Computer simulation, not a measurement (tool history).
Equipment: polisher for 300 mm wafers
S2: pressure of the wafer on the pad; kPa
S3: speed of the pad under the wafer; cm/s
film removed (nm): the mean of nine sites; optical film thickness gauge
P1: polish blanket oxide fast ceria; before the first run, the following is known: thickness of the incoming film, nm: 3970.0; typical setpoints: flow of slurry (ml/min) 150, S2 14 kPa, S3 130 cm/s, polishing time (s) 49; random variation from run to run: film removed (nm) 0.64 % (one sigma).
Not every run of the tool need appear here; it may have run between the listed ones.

run 1 hour=3.6 | flow_of_slurry_(ml/min)=150 S2=14 S3=130 polishing_time_(s)=49 | film_removed_(nm)=600.18
run 2 hour=7.0 | flow_of_slurry_(ml/min)=150 S2=14 S3=130 polishing_time_(s)=23 | film_removed_(nm)=281.80
run 3 hour=11.5 | flow_of_slurry_(ml/min)=90 S2=14 S3=130 polishing_time_(s)=70 | film_removed_(nm)=764.91
run 4 hour=13.8 | flow_of_slurry_(ml/min)=150 S2=14 S3=130 polishing_time_(s)=49 | film_removed_(nm)=606.38
run 5 hour=18.4 | flow_of_slurry_(ml/min)=225 S2=14 S3=130 polishing_time_(s)=49 | film_removed_(nm)=630.71
run 6 hour=22.5 | flow_of_slurry_(ml/min)=150 S2=14 S3=192 polishing_time_(s)=49 | film_removed_(nm)=888.17
run 7 hour=26.0 | flow_of_slurry_(ml/min)=150 S2=14 S3=130 polishing_time_(s)=49 | film_removed_(nm)=602.03
run 8 hour=30.7 | flow_of_slurry_(ml/min)=90 S2=14 S3=130 polishing_time_(s)=49 | film_removed_(nm)=538.25
run 9 hour=33.3 | flow_of_slurry_(ml/min)=215 S2=14 S3=96 polishing_time_(s)=49 | film_removed_(nm)=465.77
run 10 hour=36.4 | flow_of_slurry_(ml/min)=150 S2=14 S3=130 polishing_time_(s)=49 | film_removed_(nm)=603.01
run 11 hour=39.3 | flow_of_slurry_(ml/min)=150 S2=14 S3=130 polishing_time_(s)=49 | film_removed_(nm)=606.61
run 12 hour=43.7 | flow_of_slurry_(ml/min)=150 S2=7 S3=130 polishing_time_(s)=49 | film_removed_(nm)=302.07
run 13 hour=47.1 | flow_of_slurry_(ml/min)=150 S2=21 S3=130 polishing_time_(s)=49 | film_removed_(nm)=901.60
-- hour=48.4 worn pad replaced by a new one
run 14 hour=50.3 | flow_of_slurry_(ml/min)=150 S2=14 S3=130 polishing_time_(s)=76 | film_removed_(nm)=941.61
run 15 hour=53.6 | flow_of_slurry_(ml/min)=150 S2=14 S3=76 polishing_time_(s)=49 | film_removed_(nm)=352.78
run 16 hour=56.4 | flow_of_slurry_(ml/min)=150 S2=14 S3=130 polishing_time_(s)=49 | film_removed_(nm)=599.37
run 17 hour=60.2 | flow_of_slurry_(ml/min)=150 S2=14 S3=130 polishing_time_(s)=49 | film_removed_(nm)=591.80
run 18 hour=62.6 | flow_of_slurry_(ml/min)=150 S2=14 S3=130 polishing_time_(s)=49 | film_removed_(nm)=583.61
run 19 hour=67.2 | flow_of_slurry_(ml/min)=150 S2=14 S3=130 polishing_time_(s)=49 | film_removed_(nm)=570.72
run 20 hour=69.6 | flow_of_slurry_(ml/min)=150 S2=14 S3=130 polishing_time_(s)=49 | film_removed_(nm)=566.30
run 21 hour=72.7 | flow_of_slurry_(ml/min)=150 S2=14 S3=130 polishing_time_(s)=49 | film_removed_(nm)=564.00
-- hour=72.8 worn pad replaced by a new one
run 22 hour=75.7 | flow_of_slurry_(ml/min)=150 S2=14 S3=130 polishing_time_(s)=49 | film_removed_(nm)=561.86
run 23 hour=80.3 | flow_of_slurry_(ml/min)=150 S2=14 S3=130 polishing_time_(s)=49 | film_removed_(nm)=555.82
run 24 hour=84.6 | flow_of_slurry_(ml/min)=150 S2=14 S3=130 polishing_time_(s)=49 | film_removed_(nm)=557.27
run 25 hour=89.6 | flow_of_slurry_(ml/min)=150 S2=14 S3=130 polishing_time_(s)=49 | film_removed_(nm)=554.09

The log shows P1 creeping away from where it was. Any of the 2 causes listed here, at the size stated for it, fits the log just as well as the others:
A: head's pressure below its setpoint, % = 7.61
B: slurry flow missing at the pad, % = 31.8
The onset of the drift is placed at about hour 56.4.
Every other cause this tool's parts could produce, and why it does not fit the log:
removal rate lost through wear of the pad, %: serviced at hour 72.8, after the change had begun; the process did not return to its earlier output

Consider the 4 check runs below, whose results appear as question marks and each of which averages 3 wafers. Which one distinguishes the causes, in that each cause would give it a clearly different result?
run check 1 hour=94.6 | flow_of_slurry_(ml/min)=150 S2=18.6 S3=130 polishing_time_(s)=26 | film_removed_(nm)=?
run check 2 hour=94.6 | flow_of_slurry_(ml/min)=105 S2=13.8 S3=130 polishing_time_(s)=25 | film_removed_(nm)=?
run check 3 hour=94.6 | flow_of_slurry_(ml/min)=150 S2=7.6 S3=78 polishing_time_(s)=49 | film_removed_(nm)=?
run check 4 hour=94.6 | flow_of_slurry_(ml/min)=150 S2=13.8 S3=176 polishing_time_(s)=49 | film_removed_(nm)=?

If the cause were each of the candidates in turn, the checks would give the following:
check=check_1 result=film_removed_(nm) if_A=399.27 if_B=399.22
check=check_2 result=film_removed_(nm) if_A=264.37 if_B=256.70
check=check_3 result=film_removed_(nm) if_A=183.94 if_B=183.91
check=check_4 result=film_removed_(nm) if_A=754.62 if_B=754.52
Distance between the nearest two causes, measured in the result of the check that separates them most: check 1 0.01 %; check 2 2.94 %; check 3 0.01 %; check 4 0.01 %
The causes can be told apart only by check 2. The other checks would give nearly the same results under each of them.

The results of check 2 are: film removed (nm) 265.41. Based on these, which of the listed causes is it?

The correct cause is A, namely: head's pressure below its setpoint, %.
